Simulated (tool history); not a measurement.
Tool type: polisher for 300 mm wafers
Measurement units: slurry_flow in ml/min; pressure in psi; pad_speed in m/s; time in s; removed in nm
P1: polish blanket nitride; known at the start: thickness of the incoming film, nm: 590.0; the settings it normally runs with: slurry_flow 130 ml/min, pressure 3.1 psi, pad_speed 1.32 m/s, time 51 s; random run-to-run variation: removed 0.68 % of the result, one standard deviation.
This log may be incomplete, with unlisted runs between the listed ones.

| run | day | slurry_flow | pressure | pad_speed | time | wafers polished on this pad | hours since the slurry nozzle was cleaned | hours since the head pressure was calibrated | removed |
|---|---|---|---|---|---|---|---|---|---|
| 1 | 0.392 | 130 | 3.1 | 1.32 | 51 | 376 | 330.6 | 94.2 | 108.8 |
| 2 | 0.767 | 80 | 3.1 | 1.76 | 51 | 463 | 339.6 | 103.2 | 121.95 |
| 3 | 1.504 | 130 | 1.6 | 1.32 | 51 | 633 | 357.3 | 120.9 | 56.452 |
| 4 | 1.979 | 130 | 3.1 | 0.72 | 51 | 743 | 368.7 | 132.3 | 67.143 |
| 5 | 2.529 | 130 | 3.1 | 1.32 | 75 | 871 | 381.9 | 145.5 | 160.76 |
| 6 | 3.133 | 175 | 3.1 | 1.32 | 51 | 1010 | 396.4 | 160 | 116.24 |
| 7 | 3.629 | 160 | 3.1 | 1.32 | 64 | 1125 | 408.3 | 171.9 | 142.36 |
| 8 | 4.133 | 130 | 3.1 | 1.32 | 51 | 1242 | 420.4 | 184 | 109.32 |
| 9 | 4.704 | 80 | 3.1 | 1.32 | 51 | 1374 | 434.1 | 197.7 | 96.414 |
| 10 | 5.15 | 130 | 3.1 | 1.32 | 51 | 1477 | 444.8 | 208.4 | 108.77 |
| 11 | 5.546 | 130 | 3.1 | 2.06 | 51 | 1569 | 454.3 | 217.9 | 156.93 |
| 12 | 6.104 | 130 | 3.1 | 1.32 | 28 | 1698 | 467.7 | 231.3 | 59.869 |
| 13 | 6.833 | 130 | 4.2 | 1.32 | 51 | 1867 | 485.2 | 248.8 | 148.2 |
| 14 | 7.546 | 130 | 3.1 | 1.32 | 51 | 2031 | 502.3 | 265.9 | 108.54 |
| 15 | 8.138 | 130 | 3.1 | 1.32 | 51 | 2168 | 516.5 | 280.1 | 109.04 |
| 16 | 8.775 | 130 | 3.1 | 1.32 | 51 | 2316 | 531.8 | 295.4 | 105.61 |
| 17 | 9.408 | 130 | 3.1 | 1.32 | 51 | 2462 | 547 | 310.6 | 103.61 |
| 18 | 10.129 | 130 | 3.1 | 1.32 | 51 | 2629 | 564.3 | 327.9 | 101.42 |
| 19 | 10.608 | 130 | 3.1 | 1.32 | 51 | 2740 | 575.8 | 339.4 | 100.99 |
|  | 10.658 | head pressure recalibrated |
| 20 | 11.35 | 130 | 3.1 | 1.32 | 51 | 2912 | 593.6 | 16.7 | 99.617 |
| 21 | 11.729 | 130 | 3.1 | 1.32 | 51 | 3000 | 602.7 | 25.8 | 98.113 |
| 22 | 12.146 | 130 | 3.1 | 1.32 | 51 | 3096 | 612.7 | 35.8 | 100.79 |
| 23 | 12.546 | 130 | 3.1 | 1.32 | 51 | 3189 | 622.3 | 45.4 | 99.507 |
| 24 | 13.096 | 130 | 3.1 | 1.32 | 51 | 3316 | 635.5 | 58.6 | 98.494 |
| 25 | 13.775 | 130 | 3.1 | 1.32 | 51 | 3473 | 651.8 | 74.9 | 98.557 |
| 26 | 14.167 | 130 | 3.1 | 1.32 | 51 | 3564 | 661.2 | 84.3 | 99.226 |

The log shows P1 creeping away from where it was. Any of the 2 causes listed here, at the size stated for it, fits the log just as well as the others:
A: removal rate lost through wear of the pad, % = 9.38
B: slurry flow missing at the pad, % = 33.9
The onset of the drift is placed at about day 8.138.
Each remaining cause and why it is not a fit:
head's pressure below its setpoint, %: serviced at day 10.658, after the drift had started, without restoring the earlier output

Of the 4 check runs listed below, each run on one wafer and each result written as a question mark, which would let you distinguish the listed causes because they would give clearly different results?
| check 1 | 14.558 | 80 | 3.1 | 1.32 | 51 |  |  |  | ? |
| check 2 | 14.558 | 130 | 3.1 | 1.88 | 51 |  |  |  | ? |
| check 3 | 14.558 | 130 | 2.2 | 1.32 | 51 |  |  |  | ? |
| check 4 | 14.558 | 130 | 3.1 | 1.68 | 74 |  |  |  | ? |

Outcome of each check run for each possible cause:
| check | result | if A | if B |
|---|---|---|---|
| check 1 | removed | 87.822 | 83.454 |
| check 2 | removed | 131.36 | 131.33 |
| check 3 | removed | 70.249 | 70.235 |
| check 4 | removed | 174.19 | 174.16 |
Per check, the gap between the least separated pair of causes, taken in the result that splits them most: check 1 5.1 %; check 2 0.02 %; check 3 0.02 %; check 4 0.02 %
Of the check runs offered, only check 1 discriminates between the causes; the rest would read about the same regardless of which cause applies.

Check 1 was then run and gave: removed 86.888 nm. Which cause is it?

It was cause A: removal rate lost through wear of the pad, %.

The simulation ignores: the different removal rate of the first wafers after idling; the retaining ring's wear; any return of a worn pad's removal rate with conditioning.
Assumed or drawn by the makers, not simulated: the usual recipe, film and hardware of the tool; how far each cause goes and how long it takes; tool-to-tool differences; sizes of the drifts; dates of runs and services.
